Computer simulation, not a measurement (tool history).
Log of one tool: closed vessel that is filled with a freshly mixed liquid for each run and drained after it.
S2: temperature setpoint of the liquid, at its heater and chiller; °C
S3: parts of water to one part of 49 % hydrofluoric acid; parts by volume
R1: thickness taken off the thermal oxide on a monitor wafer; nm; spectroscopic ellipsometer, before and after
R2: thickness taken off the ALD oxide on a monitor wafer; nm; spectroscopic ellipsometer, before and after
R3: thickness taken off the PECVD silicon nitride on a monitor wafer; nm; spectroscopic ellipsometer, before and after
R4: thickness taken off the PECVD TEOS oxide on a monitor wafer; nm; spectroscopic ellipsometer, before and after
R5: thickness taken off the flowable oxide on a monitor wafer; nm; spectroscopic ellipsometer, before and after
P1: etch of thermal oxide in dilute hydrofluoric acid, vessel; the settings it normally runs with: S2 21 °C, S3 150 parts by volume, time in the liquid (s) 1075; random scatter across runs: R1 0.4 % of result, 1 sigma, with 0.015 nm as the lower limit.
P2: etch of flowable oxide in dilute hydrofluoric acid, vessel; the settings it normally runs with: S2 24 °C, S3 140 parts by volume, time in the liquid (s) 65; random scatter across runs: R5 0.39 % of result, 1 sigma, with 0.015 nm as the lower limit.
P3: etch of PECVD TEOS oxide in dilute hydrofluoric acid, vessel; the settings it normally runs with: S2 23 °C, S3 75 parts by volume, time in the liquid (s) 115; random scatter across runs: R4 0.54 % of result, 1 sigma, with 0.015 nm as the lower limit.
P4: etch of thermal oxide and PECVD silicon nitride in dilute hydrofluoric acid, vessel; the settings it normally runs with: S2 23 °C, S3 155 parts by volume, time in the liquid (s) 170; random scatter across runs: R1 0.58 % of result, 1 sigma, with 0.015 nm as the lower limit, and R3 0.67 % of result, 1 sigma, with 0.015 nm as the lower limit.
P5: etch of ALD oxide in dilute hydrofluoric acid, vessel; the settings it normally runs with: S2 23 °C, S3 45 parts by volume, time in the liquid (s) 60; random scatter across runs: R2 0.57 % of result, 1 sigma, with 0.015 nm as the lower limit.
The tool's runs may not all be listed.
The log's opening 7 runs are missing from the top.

run 8 hour=94.5 | process_that_ran=P4 S2=29 S3=155 time_in_the_liquid_(s)=170 | R1=5.87 R3=5.1475
run 9 hour=103.7 | process_that_ran=P5 S2=18.5 S3=45 time_in_the_liquid_(s)=60 | R2=35.313
run 10 hour=112.5 | process_that_ran=P3 S2=23 S3=20 time_in_the_liquid_(s)=115 | R4=90.489
run 11 hour=126.4 | process_that_ran=P5 S2=23 S3=45 time_in_the_liquid_(s)=60 | R2=42.989
run 12 hour=137.7 | process_that_ran=P2 S2=24 S3=140 time_in_the_liquid_(s)=65 | R5=12.083
run 13 hour=147.5 | process_that_ran=P4 S2=23 S3=270 time_in_the_liquid_(s)=170 | R1=2.3823 R3=2.0539
run 14 hour=155.4 | process_that_ran=P1 S2=21 S3=150 time_in_the_liquid_(s)=1075 | R1=29.264
run 15 hour=168.3 | process_that_ran=P2 S2=17 S3=140 time_in_the_liquid_(s)=65 | R5=9.1459
run 16 hour=179.1 | process_that_ran=P1 S2=21 S3=150 time_in_the_liquid_(s)=1075 | R1=29.547
run 17 hour=185.8 | process_that_ran=P3 S2=23 S3=75 time_in_the_liquid_(s)=115 | R4=22.441
run 18 hour=198.3 | process_that_ran=P1 S2=17 S3=150 time_in_the_liquid_(s)=1975 | R1=45.898
run 19 hour=210.8 | process_that_ran=P3 S2=23 S3=75 time_in_the_liquid_(s)=230 | R4=45.094
run 20 hour=217.5 | process_that_ran=P4 S2=23 S3=155 time_in_the_liquid_(s)=170 | R1=4.7384 R3=3.5296
run 21 hour=225.9 | process_that_ran=P1 S2=17 S3=215 time_in_the_liquid_(s)=1075 | R1=16.357
run 22 hour=234.3 | process_that_ran=P4 S2=23 S3=155 time_in_the_liquid_(s)=170 | R1=4.711 R3=3.5187
run 23 hour=241.2 | process_that_ran=P1 S2=17 S3=150 time_in_the_liquid_(s)=1075 | R1=24.978
run 24 hour=248.5 | process_that_ran=P1 S2=21 S3=215 time_in_the_liquid_(s)=1075 | R1=19.26
run 25 hour=261.3 | process_that_ran=P5 S2=23 S3=45 time_in_the_liquid_(s)=105 | R2=75.298
run 26 hour=268.5 | process_that_ran=P3 S2=23 S3=75 time_in_the_liquid_(s)=115 | R4=22.456
run 27 hour=282.5 | process_that_ran=P2 S2=24 S3=80 time_in_the_liquid_(s)=65 | R5=22.816
run 28 hour=296.2 | process_that_ran=P2 S2=24 S3=140 time_in_the_liquid_(s)=30 | R5=5.5576
run 29 hour=307.1 | process_that_ran=P1 S2=21 S3=150 time_in_the_liquid_(s)=1755 | R1=47.821

The next listed run, before its measurement:
run 30 hour=321.3 | process_that_ran=P1 S2=21 S3=150 time_in_the_liquid_(s)=1075 | R1=?

{"run 30": {"R1": 29.148}}
